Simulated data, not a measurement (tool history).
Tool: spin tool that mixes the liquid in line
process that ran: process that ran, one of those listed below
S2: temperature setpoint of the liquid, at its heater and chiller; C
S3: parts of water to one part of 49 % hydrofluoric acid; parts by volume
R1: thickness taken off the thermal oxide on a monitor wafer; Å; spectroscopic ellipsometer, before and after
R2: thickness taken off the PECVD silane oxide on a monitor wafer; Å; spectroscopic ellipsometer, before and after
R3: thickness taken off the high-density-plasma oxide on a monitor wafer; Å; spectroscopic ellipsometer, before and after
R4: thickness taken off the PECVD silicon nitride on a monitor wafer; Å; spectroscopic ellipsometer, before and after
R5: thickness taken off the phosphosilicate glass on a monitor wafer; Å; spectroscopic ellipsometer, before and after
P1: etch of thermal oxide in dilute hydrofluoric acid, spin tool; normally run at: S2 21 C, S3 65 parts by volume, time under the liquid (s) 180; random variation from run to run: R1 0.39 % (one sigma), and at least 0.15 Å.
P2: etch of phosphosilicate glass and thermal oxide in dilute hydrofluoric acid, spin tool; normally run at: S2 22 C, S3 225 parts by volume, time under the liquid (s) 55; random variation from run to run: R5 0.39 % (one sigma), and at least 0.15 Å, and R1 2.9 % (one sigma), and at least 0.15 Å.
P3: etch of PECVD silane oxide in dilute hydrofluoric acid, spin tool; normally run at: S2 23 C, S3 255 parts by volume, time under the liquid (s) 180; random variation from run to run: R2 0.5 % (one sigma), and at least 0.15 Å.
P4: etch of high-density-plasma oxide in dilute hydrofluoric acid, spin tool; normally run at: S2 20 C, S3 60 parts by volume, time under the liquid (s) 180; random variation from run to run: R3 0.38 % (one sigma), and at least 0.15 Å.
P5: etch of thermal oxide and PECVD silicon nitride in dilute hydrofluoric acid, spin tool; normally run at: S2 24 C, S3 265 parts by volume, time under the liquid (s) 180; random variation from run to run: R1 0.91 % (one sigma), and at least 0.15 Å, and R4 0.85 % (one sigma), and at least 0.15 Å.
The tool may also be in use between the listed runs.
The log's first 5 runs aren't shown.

run 6 hour=62.5 | process_that_ran=P1 S2=21 S3=65 time_under_the_liquid_(s)=15 | R1=9.9538
run 7 hour=72.5 | process_that_ran=P1 S2=21 S3=35 time_under_the_liquid_(s)=25 | R1=31.118
run 8 hour=77.8 | process_that_ran=P1 S2=28.5 S3=65 time_under_the_liquid_(s)=15 | R1=13.421
run 9 hour=90 | process_that_ran=P1 S2=17 S3=65 time_under_the_liquid_(s)=180 | R1=99.229
run 10 hour=97.9 | process_that_ran=P5 S2=19.5 S3=265 time_under_the_liquid_(s)=180 | R1=24.646 R4=21.712
run 11 hour=108.5 | process_that_ran=P3 S2=23 S3=40 time_under_the_liquid_(s)=180 | R2=2115.3
run 12 hour=115.7 | process_that_ran=P3 S2=23 S3=255 time_under_the_liquid_(s)=180 | R2=259.03
run 13 hour=121.8 | process_that_ran=P1 S2=25.5 S3=65 time_under_the_liquid_(s)=180 | R1=142.47
run 14 hour=130.4 | process_that_ran=P4 S2=20 S3=60 time_under_the_liquid_(s)=305 | R3=368.8
run 15 hour=138.3 | process_that_ran=P2 S2=22 S3=50 time_under_the_liquid_(s)=55 | R1=51.196 R5=1919.5
run 16 hour=147.2 | process_that_ran=P2 S2=29.5 S3=225 time_under_the_liquid_(s)=55 | R1=12.221 R5=459.74
run 17 hour=156.3 | process_that_ran=P5 S2=24 S3=470 time_under_the_liquid_(s)=180 | R1=13.332 R4=16.639
run 18 hour=162.2 | process_that_ran=P4 S2=25 S3=60 time_under_the_liquid_(s)=180 | R3=264.61
run 19 hour=169.7 | process_that_ran=P1 S2=21 S3=65 time_under_the_liquid_(s)=180 | R1=118.26
run 20 hour=178.4 | process_that_ran=P5 S2=24 S3=265 time_under_the_liquid_(s)=180 | R1=28.816 R4=29.044
run 21 hour=184.8 | process_that_ran=P4 S2=20 S3=60 time_under_the_liquid_(s)=180 | R3=217.04
run 22 hour=192.4 | process_that_ran=P5 S2=24 S3=265 time_under_the_liquid_(s)=330 | R1=53.549 R4=52.726
run 23 hour=202.6 | process_that_ran=P1 S2=21 S3=65 time_under_the_liquid_(s)=265 | R1=174.31

Forecast run 24:
run 24 hour=209 | process_that_ran=P1 S2=21 S3=65 time_under_the_liquid_(s)=180 | R1=?

{"run 24": {"R1": 119.28}}
